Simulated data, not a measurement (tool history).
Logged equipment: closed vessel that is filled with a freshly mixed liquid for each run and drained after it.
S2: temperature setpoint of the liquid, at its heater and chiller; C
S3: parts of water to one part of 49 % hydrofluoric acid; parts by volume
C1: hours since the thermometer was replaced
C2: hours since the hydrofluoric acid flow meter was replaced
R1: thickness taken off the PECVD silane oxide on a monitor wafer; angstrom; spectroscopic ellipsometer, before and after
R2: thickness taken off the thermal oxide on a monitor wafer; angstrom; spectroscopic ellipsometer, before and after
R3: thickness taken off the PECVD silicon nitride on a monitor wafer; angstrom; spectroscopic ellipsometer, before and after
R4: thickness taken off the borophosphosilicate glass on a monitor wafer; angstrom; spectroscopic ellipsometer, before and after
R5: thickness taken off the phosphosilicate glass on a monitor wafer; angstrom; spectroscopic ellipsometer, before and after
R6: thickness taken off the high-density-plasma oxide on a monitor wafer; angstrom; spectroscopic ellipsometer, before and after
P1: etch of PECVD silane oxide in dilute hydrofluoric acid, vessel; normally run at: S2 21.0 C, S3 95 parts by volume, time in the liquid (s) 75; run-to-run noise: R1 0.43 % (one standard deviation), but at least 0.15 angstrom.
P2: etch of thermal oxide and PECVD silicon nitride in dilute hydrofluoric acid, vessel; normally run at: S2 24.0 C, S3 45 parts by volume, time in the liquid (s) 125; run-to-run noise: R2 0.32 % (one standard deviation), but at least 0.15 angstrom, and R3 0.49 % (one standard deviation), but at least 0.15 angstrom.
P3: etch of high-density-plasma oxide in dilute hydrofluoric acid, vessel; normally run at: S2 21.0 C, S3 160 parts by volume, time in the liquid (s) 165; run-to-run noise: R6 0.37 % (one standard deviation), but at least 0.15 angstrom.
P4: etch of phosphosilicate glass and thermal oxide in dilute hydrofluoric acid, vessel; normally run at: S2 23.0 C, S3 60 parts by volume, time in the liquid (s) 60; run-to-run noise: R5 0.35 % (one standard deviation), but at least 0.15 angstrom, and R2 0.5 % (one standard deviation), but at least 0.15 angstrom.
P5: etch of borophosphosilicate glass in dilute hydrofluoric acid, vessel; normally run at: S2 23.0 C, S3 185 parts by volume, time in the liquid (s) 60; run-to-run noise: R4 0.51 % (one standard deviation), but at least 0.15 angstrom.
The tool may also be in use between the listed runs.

Run 1, day 0.396: process that ran P1, S2 21.0 C, S3 95 parts by volume, time in the liquid (s) 75; C1 789.2; C2 296.9. Result: R1 306.16 angstrom.
Run 2, day 0.800: process that ran P1, S2 28.5 C, S3 95 parts by volume, time in the liquid (s) 135; C1 798.9; C2 306.6. Result: R1 738.25 angstrom.
Run 3, day 1.246: process that ran P2, S2 24.0 C, S3 20 parts by volume, time in the liquid (s) 125; C1 809.6; C2 317.3. Result: R2 317.960 angstrom, R3 172.480 angstrom.
Run 4, day 1.600: process that ran P1, S2 17.0 C, S3 95 parts by volume, time in the liquid (s) 75; C1 818.1; C2 325.8. Result: R1 257.24 angstrom.
Run 5, day 1.908: process that ran P5, S2 29.0 C, S3 185 parts by volume, time in the liquid (s) 60; C1 825.5; C2 333.2. Result: R4 139.470 angstrom.
Run 6, day 2.275: process that ran P1, S2 21.0 C, S3 95 parts by volume, time in the liquid (s) 120; C1 834.3; C2 342.0. Result: R1 483.52 angstrom.
Run 7, day 2.700: process that ran P1, S2 21.0 C, S3 135 parts by volume, time in the liquid (s) 75; C1 844.5; C2 352.2. Result: R1 207.10 angstrom.
Run 8, day 3.108: process that ran P1, S2 21.0 C, S3 95 parts by volume, time in the liquid (s) 75; C1 854.3; C2 362.0. Result: R1 304.20 angstrom.
Run 9, day 3.483: process that ran P1, S2 27.0 C, S3 95 parts by volume, time in the liquid (s) 30; C1 863.3; C2 371.0. Result: R1 155.31 angstrom.
Run 10, day 3.804: process that ran P2, S2 24.0 C, S3 45 parts by volume, time in the liquid (s) 125; C1 871.0; C2 378.7. Result: R2 137.100 angstrom, R3 79.214 angstrom.
Run 11, day 4.108: process that ran P4, S2 23.0 C, S3 20 parts by volume, time in the liquid (s) 60; C1 878.3; C2 386.0. Result: R2 152.270 angstrom, R5 4167.6 angstrom.
Run 12, day 4.412: process that ran P1, S2 21.0 C, S3 95 parts by volume, time in the liquid (s) 75; C1 885.6; C2 393.3. Result: R1 306.69 angstrom.
Run 13, day 4.675: process that ran P4, S2 23.0 C, S3 60 parts by volume, time in the liquid (s) 90; C1 891.9; C2 399.6. Result: R2 72.614 angstrom, R5 1963.1 angstrom.
Run 14, day 5.133: process that ran P4, S2 23.0 C, S3 60 parts by volume, time in the liquid (s) 60; C1 902.9; C2 410.6. Result: R2 48.433 angstrom, R5 1320.7 angstrom.
Run 15, day 5.421: process that ran P2, S2 18.5 C, S3 45 parts by volume, time in the liquid (s) 125; C1 909.8; C2 417.5. Result: R2 107.950 angstrom, R3 54.237 angstrom.
Run 16, day 5.800: process that ran P1, S2 21.0 C, S3 95 parts by volume, time in the liquid (s) 75; C1 918.9; C2 426.6. Result: R1 304.04 angstrom.
Run 17, day 6.200: process that ran P5, S2 23.0 C, S3 185 parts by volume, time in the liquid (s) 60; C1 928.5; C2 436.2. Result: R4 112.680 angstrom.
Run 18, day 6.454: process that ran P1, S2 21.0 C, S3 20 parts by volume, time in the liquid (s) 75; C1 934.6; C2 442.3. Result: R1 1600.10 angstrom.
Run 19, day 6.725: process that ran P1, S2 21.0 C, S3 95 parts by volume, time in the liquid (s) 75; C1 941.1; C2 448.8. Result: R1 307.16 angstrom.
Run 20, day 7.200: process that ran P5, S2 23.0 C, S3 320 parts by volume, time in the liquid (s) 60; C1 952.5; C2 460.2. Result: R4 56.858 angstrom.
Run 21, day 7.629: process that ran P1, S2 26.5 C, S3 95 parts by volume, time in the liquid (s) 75; C1 962.8; C2 470.5. Result: R1 381.04 angstrom.
Run 22, day 8.092: process that ran P3, S2 21.0 C, S3 230 parts by volume, time in the liquid (s) 165; C1 973.9; C2 481.6. Result: R6 43.001 angstrom.
Run 23, day 8.467: process that ran P1, S2 21.0 C, S3 95 parts by volume, time in the liquid (s) 30; C1 982.9; C2 490.6. Result: R1 122.86 angstrom.
Run 24, day 8.758: process that ran P3, S2 21.0 C, S3 160 parts by volume, time in the liquid (s) 165; C1 989.9; C2 497.6. Result: R6 66.349 angstrom.
Run 25, day 9.108: process that ran P3, S2 21.0 C, S3 160 parts by volume, time in the liquid (s) 50; C1 998.3; C2 506.0. Result: R6 19.933 angstrom.
At day 9.175: thermometer replaced.
Run 26, day 9.475: process that ran P4, S2 23.0 C, S3 60 parts by volume, time in the liquid (s) 60; C1 7.2; C2 514.8. Result: R2 48.441 angstrom, R5 1309.3 angstrom.
Run 27, day 9.692: process that ran P3, S2 29.0 C, S3 160 parts by volume, time in the liquid (s) 165; C1 12.4; C2 520.0. Result: R6 89.442 angstrom.
Run 28, day 9.946: process that ran P1, S2 17.0 C, S3 60 parts by volume, time in the liquid (s) 75; C1 18.5; C2 526.1. Result: R1 423.61 angstrom.
Run 29, day 10.229: process that ran P5, S2 23.0 C, S3 185 parts by volume, time in the liquid (s) 115; C1 25.3; C2 532.9. Result: R4 215.100 angstrom.
Run 30, day 10.608: process that ran P2, S2 24.0 C, S3 45 parts by volume, time in the liquid (s) 125; C1 34.4; C2 542.0. Result: R2 136.790 angstrom, R3 79.359 angstrom.
Run 31, day 10.971: process that ran P2, S2 24.0 C, S3 45 parts by volume, time in the liquid (s) 250; C1 43.1; C2 550.7. Result: R2 272.930 angstrom, R3 158.850 angstrom.
Run 32, day 11.325: process that ran P4, S2 17.0 C, S3 60 parts by volume, time in the liquid (s) 60; C1 51.6; C2 559.2. Result: R2 37.525 angstrom, R5 1018.4 angstrom.
Run 33, day 11.629: process that ran P1, S2 21.0 C, S3 95 parts by volume, time in the liquid (s) 75; C1 58.9; C2 566.5. Result: R1 306.29 angstrom.
Run 34, day 12.108: process that ran P1, S2 21.0 C, S3 95 parts by volume, time in the liquid (s) 75; C1 70.4; C2 578.0. Result: R1 297.74 angstrom.
Run 35, day 12.388: process that ran P1, S2 21.0 C, S3 95 parts by volume, time in the liquid (s) 75; C1 77.1; C2 584.7. Result: R1 294.29 angstrom.
Run 36, day 12.850: process that ran P1, S2 21.0 C, S3 95 parts by volume, time in the liquid (s) 75; C1 88.2; C2 595.8. Result: R1 292.76 angstrom.
Run 37, day 13.300: process that ran P1, S2 21.0 C, S3 95 parts by volume, time in the liquid (s) 75; C1 99.0; C2 606.6. Result: R1 290.46 angstrom.
Run 38, day 13.588: process that ran P1, S2 21.0 C, S3 95 parts by volume, time in the liquid (s) 75; C1 105.9; C2 613.5. Result: R1 293.04 angstrom.
Run 39, day 13.833: process that ran P1, S2 21.0 C, S3 95 parts by volume, time in the liquid (s) 75; C1 111.8; C2 619.4. Result: R1 288.79 angstrom.
Run 40, day 14.217: process that ran P1, S2 21.0 C, S3 95 parts by volume, time in the liquid (s) 75; C1 121.0; C2 628.6. Result: R1 287.39 angstrom.
Run 41, day 14.692: process that ran P1, S2 21.0 C, S3 95 parts by volume, time in the liquid (s) 75; C1 132.4; C2 640.0. Result: R1 287.80 angstrom.
Run 42, day 15.000: process that ran P1, S2 21.0 C, S3 95 parts by volume, time in the liquid (s) 75; C1 139.8; C2 647.4. Result: R1 287.92 angstrom.

What P1 gives has crept off from where it sat before. The 2 causes that follow fit the log equally well, each at the size noted:
A: hydrofluoric acid flow below the setpoint (%) = 5.12
B: liquid colder than its thermometer reads (K) = 1.43
Creep in the process output first set in at about day 11.629.

Question marks stand in for the results of the 4 check runs listed below, each run on one wafer. Under which run would the listed causes show clearly different results?
Run check 1, day 15.308: process that ran P5, S2 23.0 C, S3 185 parts by volume, time in the liquid (s) 60. Result: R4 ?.
Run check 2, day 15.308: process that ran P2, S2 24.0 C, S3 45 parts by volume, time in the liquid (s) 125. Result: R2 ?, R3 ?.
Run check 3, day 15.308: process that ran P3, S2 21.0 C, S3 160 parts by volume, time in the liquid (s) 165. Result: R6 ?.
Run check 4, day 15.308: process that ran P4, S2 23.0 C, S3 60 parts by volume, time in the liquid (s) 60. Result: R2 ?, R5 ?.

If the cause were each of the candidates in turn, the checks would give the following:
  check  result     if A     if B
check 1      R4  105.450  106.380
check 2      R2  129.200  128.740
check 2      R3   75.093   71.732
check 3      R6   62.292   62.615
check 4      R2   45.787   45.674
check 4      R5   1241.1   1238.0
Minimum pairwise separation of causes per check, each pair taken at its best-separating result: check 1 0.88 %; check 2 4.58 %; check 3 0.52 %; check 4 0.25 %
Only check 2 tells the causes apart: in the others they would give nearly the same result.

The results of check 2 are: R2 129.330 angstrom; R3 74.555 angstrom. Based on these, which of the listed causes is it?

The correct cause is A, namely: hydrofluoric acid flow below the setpoint (%).

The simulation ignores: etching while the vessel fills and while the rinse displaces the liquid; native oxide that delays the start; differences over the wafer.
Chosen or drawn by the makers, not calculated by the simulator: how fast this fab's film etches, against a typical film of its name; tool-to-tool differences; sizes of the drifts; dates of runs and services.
